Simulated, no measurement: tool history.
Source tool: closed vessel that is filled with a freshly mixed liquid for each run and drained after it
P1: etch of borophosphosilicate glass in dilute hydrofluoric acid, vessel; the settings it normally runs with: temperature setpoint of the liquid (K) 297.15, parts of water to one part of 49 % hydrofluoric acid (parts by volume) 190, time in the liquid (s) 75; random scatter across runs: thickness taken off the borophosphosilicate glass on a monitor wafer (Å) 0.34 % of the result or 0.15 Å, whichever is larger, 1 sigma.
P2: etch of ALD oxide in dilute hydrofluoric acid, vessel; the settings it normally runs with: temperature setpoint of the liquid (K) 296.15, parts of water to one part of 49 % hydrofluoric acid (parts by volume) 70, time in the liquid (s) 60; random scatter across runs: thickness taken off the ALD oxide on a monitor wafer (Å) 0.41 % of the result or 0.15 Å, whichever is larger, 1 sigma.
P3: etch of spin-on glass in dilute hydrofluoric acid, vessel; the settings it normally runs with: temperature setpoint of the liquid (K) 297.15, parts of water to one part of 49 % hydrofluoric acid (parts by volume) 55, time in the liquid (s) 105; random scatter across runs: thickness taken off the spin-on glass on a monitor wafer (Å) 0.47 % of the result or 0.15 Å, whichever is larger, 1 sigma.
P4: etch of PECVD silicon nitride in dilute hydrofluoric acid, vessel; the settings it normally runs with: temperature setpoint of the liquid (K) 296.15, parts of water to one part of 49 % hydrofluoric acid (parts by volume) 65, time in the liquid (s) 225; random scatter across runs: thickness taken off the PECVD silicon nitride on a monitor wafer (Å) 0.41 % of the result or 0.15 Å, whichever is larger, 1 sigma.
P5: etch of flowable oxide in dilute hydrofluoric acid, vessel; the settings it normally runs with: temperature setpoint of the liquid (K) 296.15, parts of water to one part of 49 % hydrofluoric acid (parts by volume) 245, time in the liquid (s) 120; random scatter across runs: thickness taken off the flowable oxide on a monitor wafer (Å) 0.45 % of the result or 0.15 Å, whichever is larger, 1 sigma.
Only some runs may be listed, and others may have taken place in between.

| run | day | process that ran | temperature setpoint of the liquid (K) | parts of water to one part of 49 % hydrofluoric acid (parts by volume) | time in the liquid (s) | thickness taken off the borophosphosilicate glass on a monitor wafer (Å) | thickness taken off the ALD oxide on a monitor wafer (Å) | thickness taken off the PECVD silicon nitride on a monitor wafer (Å) | thickness taken off the flowable oxide on a monitor wafer (Å) | thickness taken off the spin-on glass on a monitor wafer (Å) |
|---|---|---|---|---|---|---|---|---|---|---|
| 1 | 0.233 | P1 | 297.15 | 190 | 75 | 278.38 |  |  |  |  |
| 2 | 0.454 | P2 | 303.15 | 70 | 60 |  | 220.63 |  |  |  |
| 3 | 0.683 | P1 | 293.15 | 190 | 75 | 240.93 |  |  |  |  |
| 4 | 0.796 | P1 | 305.65 | 190 | 75 | 378.9 |  |  |  |  |
| 5 | 0.983 | P1 | 297.15 | 190 | 75 | 279.39 |  |  |  |  |
| 6 | 1.2 | P2 | 296.15 | 130 | 60 |  | 83.471 |  |  |  |
| 7 | 1.338 | P4 | 296.15 | 20 | 225 |  |  | 512.64 |  |  |
| 8 | 1.538 | P1 | 297.15 | 190 | 75 | 280.84 |  |  |  |  |
| 9 | 1.762 | P5 | 296.15 | 75 | 120 |  |  |  | 852.15 |  |
| 10 | 1.871 | P4 | 296.15 | 65 | 225 |  |  | 162.12 |  |  |
| 11 | 2.029 | P4 | 290.15 | 65 | 225 |  |  | 107.24 |  |  |
| 12 | 2.138 | P1 | 297.15 | 190 | 30 | 111.65 |  |  |  |  |
| 13 | 2.371 | P2 | 296.15 | 70 | 60 |  | 168.25 |  |  |  |
| 14 | 2.583 | P1 | 297.15 | 95 | 115 | 962.39 |  |  |  |  |
| 15 | 2.708 | P5 | 296.15 | 245 | 120 |  |  |  | 216.02 |  |
| 16 | 2.829 | P1 | 297.15 | 190 | 75 | 280.54 |  |  |  |  |
| 17 | 3.017 | P4 | 296.15 | 65 | 225 |  |  | 164.08 |  |  |
| 18 | 3.154 | P3 | 297.15 | 55 | 105 |  |  |  |  | 535.18 |
| 19 | 3.358 | P3 | 292.15 | 55 | 105 |  |  |  |  | 433.37 |
| 20 | 3.596 | P1 | 297.15 | 120 | 75 | 478.83 |  |  |  |  |
| 21 | 3.733 | P1 | 297.15 | 190 | 110 | 408.07 |  |  |  |  |
| 22 | 3.958 | P3 | 297.15 | 55 | 55 |  |  |  |  | 278.96 |
| 23 | 4.196 | P1 | 297.15 | 300 | 75 | 159.32 |  |  |  |  |
| 24 | 4.312 | P5 | 296.15 | 245 | 225 |  |  |  | 403.85 |  |
| 25 | 4.5 | P5 | 303.15 | 245 | 120 |  |  |  | 274.17 |  |
| 26 | 4.646 | P2 | 296.15 | 70 | 95 |  | 263.95 |  |  |  |
| 27 | 4.788 | P1 | 297.15 | 190 | 75 | 278.72 |  |  |  |  |
| 28 | 4.921 | P4 | 296.15 | 65 | 375 |  |  | 272.5 |  |  |
| 29 | 5.146 | P1 | 297.15 | 190 | 75 | 279.84 |  |  |  |  |
|  | 5.171 | thermometer replaced |
| 30 | 5.388 | P3 | 297.15 | 100 | 105 |  |  |  |  | 277.45 |
| 31 | 5.542 | P1 | 297.15 | 95 | 30 | 250.93 |  |  |  |  |
| 32 | 5.696 | P1 | 297.15 | 190 | 75 | 279.61 |  |  |  |  |
| 33 | 5.908 | P1 | 297.15 | 190 | 75 | 280.13 |  |  |  |  |
| 34 | 6.033 | P1 | 297.15 | 190 | 75 | 273.46 |  |  |  |  |
| 35 | 6.192 | P1 | 297.15 | 190 | 75 | 268.46 |  |  |  |  |
| 36 | 6.383 | P1 | 297.15 | 190 | 75 | 264.29 |  |  |  |  |
| 37 | 6.508 | P1 | 297.15 | 190 | 75 | 261.67 |  |  |  |  |
| 38 | 6.658 | P1 | 297.15 | 190 | 75 | 261.73 |  |  |  |  |
| 39 | 6.854 | P1 | 297.15 | 190 | 75 | 261.21 |  |  |  |  |
| 40 | 6.962 | P1 | 297.15 | 190 | 75 | 261.31 |  |  |  |  |
| 41 | 7.112 | P1 | 297.15 | 190 | 75 | 261.59 |  |  |  |  |

Something has made what P1 gives creep away from where it was; the 2 causes below, each at its own stated size, fit the log equally well:
A: hydrofluoric acid flow below the setpoint (%) = 5.87
B: liquid colder than its thermometer reads (K) = 1.95
The process output started creeping at around day 5.908.

Listed below are the offered check runs, one wafer per run, with question marks in place of results. For which of them would the causes give clearly different outcomes?
| check 1 | 7.262 | P2 | 302.15 | 110 | 60 |  | ? |  |  |  |
| check 2 | 7.262 | P4 | 296.15 | 65 | 340 |  |  | ? |  |  |
| check 3 | 7.262 | P3 | 297.15 | 95 | 60 |  |  |  |  | ? |
| check 4 | 7.262 | P5 | 296.15 | 245 | 225 |  |  |  | ? |  |

What every check run would give for each of its results, assuming each possible cause in turn:
| check | result | if A | if B |
|---|---|---|---|
| check 1 | thickness taken off the ALD oxide on a monitor wafer (Å) | 119.55 | 119.06 |
| check 2 | thickness taken off the PECVD silicon nitride on a monitor wafer (Å) | 231.74 | 215.37 |
| check 3 | thickness taken off the spin-on glass on a monitor wafer (Å) | 156.95 | 155.31 |
| check 4 | thickness taken off the flowable oxide on a monitor wafer (Å) | 374.76 | 376.27 |
Per-check spread between the two closest causes, in the result where they differ most: check 1 0.41 %; check 2 7.33 %; check 3 1.05 %; check 4 0.4 %
Check 2 is the one run that separates the causes; every other check would come out nearly the same whichever cause is at work.

With check 2 done, the readings were: thickness taken off the PECVD silicon nitride on a monitor wafer (Å) 215.65. Identify which of the listed causes applies.

It was cause B: liquid colder than its thermometer reads (K).
